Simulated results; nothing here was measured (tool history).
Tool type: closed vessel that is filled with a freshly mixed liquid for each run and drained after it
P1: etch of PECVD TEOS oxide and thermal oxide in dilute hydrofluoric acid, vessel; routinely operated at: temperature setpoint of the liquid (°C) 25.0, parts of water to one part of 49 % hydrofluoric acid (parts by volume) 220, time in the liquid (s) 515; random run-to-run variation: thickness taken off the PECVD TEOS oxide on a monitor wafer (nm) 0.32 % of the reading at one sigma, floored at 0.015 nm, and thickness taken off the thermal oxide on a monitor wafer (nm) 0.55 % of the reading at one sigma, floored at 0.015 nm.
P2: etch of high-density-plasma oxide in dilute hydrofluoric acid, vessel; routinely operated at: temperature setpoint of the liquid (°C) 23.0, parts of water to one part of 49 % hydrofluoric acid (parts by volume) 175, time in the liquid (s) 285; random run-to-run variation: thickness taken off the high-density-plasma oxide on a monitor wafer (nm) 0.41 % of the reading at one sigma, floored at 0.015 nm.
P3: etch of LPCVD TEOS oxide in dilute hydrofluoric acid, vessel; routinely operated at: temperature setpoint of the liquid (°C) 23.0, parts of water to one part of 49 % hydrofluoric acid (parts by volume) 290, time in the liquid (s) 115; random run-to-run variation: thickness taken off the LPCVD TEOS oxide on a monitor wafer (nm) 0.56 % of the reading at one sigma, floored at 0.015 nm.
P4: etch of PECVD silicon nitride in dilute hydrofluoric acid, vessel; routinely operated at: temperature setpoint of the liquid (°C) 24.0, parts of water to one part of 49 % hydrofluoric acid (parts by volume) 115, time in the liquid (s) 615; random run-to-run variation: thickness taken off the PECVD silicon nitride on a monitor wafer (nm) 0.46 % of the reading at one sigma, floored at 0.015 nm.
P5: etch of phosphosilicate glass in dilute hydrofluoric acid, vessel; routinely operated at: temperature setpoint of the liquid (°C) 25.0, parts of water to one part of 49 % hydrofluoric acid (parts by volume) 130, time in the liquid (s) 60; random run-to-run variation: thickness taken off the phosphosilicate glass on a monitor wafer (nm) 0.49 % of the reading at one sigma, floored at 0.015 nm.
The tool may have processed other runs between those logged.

run,day,process that ran,temperature setpoint of the liquid (°C),parts of water to one part of 49 % hydrofluoric acid (parts by volume),time in the liquid (s),hours since the thermometer was replaced,hours since the hydrofluoric acid flow meter was replaced,thickness taken off the PECVD TEOS oxide on a monitor wafer (nm),thickness taken off the thermal oxide on a monitor wafer (nm),thickness taken off the LPCVD TEOS oxide on a monitor wafer (nm),thickness taken off the phosphosilicate glass on a monitor wafer (nm),thickness taken off the high-density-plasma oxide on a monitor wafer (nm),thickness taken off the PECVD silicon nitride on a monitor wafer (nm)
1,0.558,P1,25.0,220,515,729.1,1657.4,33.3850,10.51100,,,,
2,1.021,P3,17.5,290,115,740.2,1668.5,,,14.080,,,
3,1.567,P5,25.0,130,30,753.3,1681.6,,,,14.121,,
4,2.167,P2,23.0,65,285,767.7,1696.0,,,,,27.5830,
5,2.704,P4,24.0,115,60,780.6,1708.9,,,,,,2.4239
6,3.162,P5,25.0,130,60,791.6,1719.9,,,,28.215,,
7,3.708,P1,30.5,220,515,804.7,1733.0,40.4260,12.77600,,,,
8,4.296,P2,17.0,175,285,818.8,1747.1,,,,,7.0724,
9,4.633,P4,24.0,115,615,826.9,1755.2,,,,,,24.6430
10,5.021,P1,25.0,220,30,836.2,1764.5,1.9394,0.60456,,,,
11,5.621,P2,23.0,175,285,850.6,1778.9,,,,,8.9771,
12,6.229,P1,25.0,220,875,865.2,1793.5,56.7130,17.89800,,,,
13,6.788,P3,23.0,110,115,878.6,1806.9,,,55.028,,,
14,7.138,P1,25.0,220,515,887.0,1815.3,33.3720,10.49500,,,,
15,7.538,P3,23.0,290,115,896.6,1824.9,,,17.124,,,
16,7.938,P1,25.0,220,515,906.2,1834.5,33.3180,10.56500,,,,
17,8.604,P4,24.0,115,615,922.2,1850.5,,,,,,24.7270
18,9.200,P1,25.0,220,515,936.5,1864.8,33.2590,10.48500,,,,
19,9.829,P4,24.0,35,615,951.6,1879.9,,,,,,79.2540
20,10.371,P5,25.0,215,60,964.6,1892.9,,,,15.339,,
# day 10.462: thermometer replaced
21,10.883,P1,25.0,105,515,10.2,1905.2,79.2440,25.12900,,,,
22,11.383,P5,32.5,130,60,22.2,1917.2,,,,37.385,,
23,12.088,P3,23.0,290,195,39.1,1934.1,,,29.361,,,
24,12.471,P1,25.0,220,515,48.3,1943.3,33.4290,10.43000,,,,
25,13.050,P2,23.0,175,535,62.2,1957.2,,,,,16.9250,
26,13.458,P1,25.0,360,515,72.0,1967.0,17.5790,5.57150,,,,
27,13.842,P3,23.0,290,115,81.2,1976.2,,,17.125,,,
28,14.188,P5,25.0,130,60,89.5,1984.5,,,,28.122,,
29,14.775,P1,20.0,220,515,103.6,1998.6,27.7410,8.78950,,,,
30,15.296,P1,21.0,300,515,116.1,2011.1,19.5740,6.17880,,,,
31,15.996,P1,18.5,340,515,132.9,2027.9,15.1310,4.76230,,,,
32,16.579,P4,30.5,115,615,146.9,2041.9,,,,,,36.8980
33,17.054,P1,25.0,220,515,158.3,2053.3,33.3480,10.47200,,,,
34,17.683,P1,25.0,220,515,173.4,2068.4,34.3200,10.84100,,,,
35,18.358,P1,25.0,220,515,189.6,2084.6,34.6630,10.99500,,,,
36,19.017,P1,25.0,220,515,205.4,2100.4,35.1380,11.14900,,,,
37,19.438,P1,25.0,220,515,215.5,2110.5,35.2300,11.09900,,,,
38,20.096,P1,25.0,220,515,231.3,2126.3,35.7340,11.28300,,,,
39,20.779,P1,25.0,220,515,247.7,2142.7,35.8820,11.23500,,,,
40,21.396,P1,25.0,220,515,262.5,2157.5,35.6580,11.41400,,,,
41,22.108,P1,25.0,220,515,279.6,2174.6,35.7240,11.35300,,,,
42,22.621,P1,25.0,220,515,291.9,2186.9,35.8590,11.27600,,,,
43,23.108,P1,25.0,220,515,303.6,2198.6,35.7080,11.22600,,,,
44,23.662,P1,25.0,220,515,316.9,2211.9,35.8440,11.34400,,,,

Compared with where it was, what P1 gives has crept away. Each cause listed below fits the log as well as the rest, at the size given for it:
A: liquid hotter than its thermometer reads (K) = 2.07
B: hydrofluoric acid flow above the setpoint (%) = 6.17
The drift started at roughly day 17.054.

The check runs listed below each take one wafer, and their results are still question marks. Under which run would the listed causes lead to clearly different results?
check 1,24.217,P4,24.0,115,615,,,,,,,,?
check 2,24.217,P5,25.0,130,60,,,,,,?,,
check 3,24.217,P2,23.0,175,285,,,,,,,?,
check 4,24.217,P3,23.0,290,115,,,,,?,,,

If the cause were each of the candidates in turn, the checks would give the following:
check,result,if A,if B
check 1,thickness taken off the PECVD silicon nitride on a monitor wafer (nm),28.1110,26.0740
check 2,thickness taken off the phosphosilicate glass on a monitor wafer (nm),30.404,30.110
check 3,thickness taken off the high-density-plasma oxide on a monitor wafer (nm),9.6883,9.6225
check 4,thickness taken off the LPCVD TEOS oxide on a monitor wafer (nm),18.428,18.500
Gap, in per cent, between the two causes that each check separates least, read from the result that separates them most: check 1 7.52 %; check 2 0.97 %; check 3 0.68 %; check 4 0.39 %
Check 1 tells the causes apart: in the others they would give nearly the same result.

After running check 1, the following was obtained: thickness taken off the PECVD silicon nitride on a monitor wafer (nm) 28.1080. Which cause does this point to?

Of the candidate causes, it is A: liquid hotter than its thermometer reads (K).
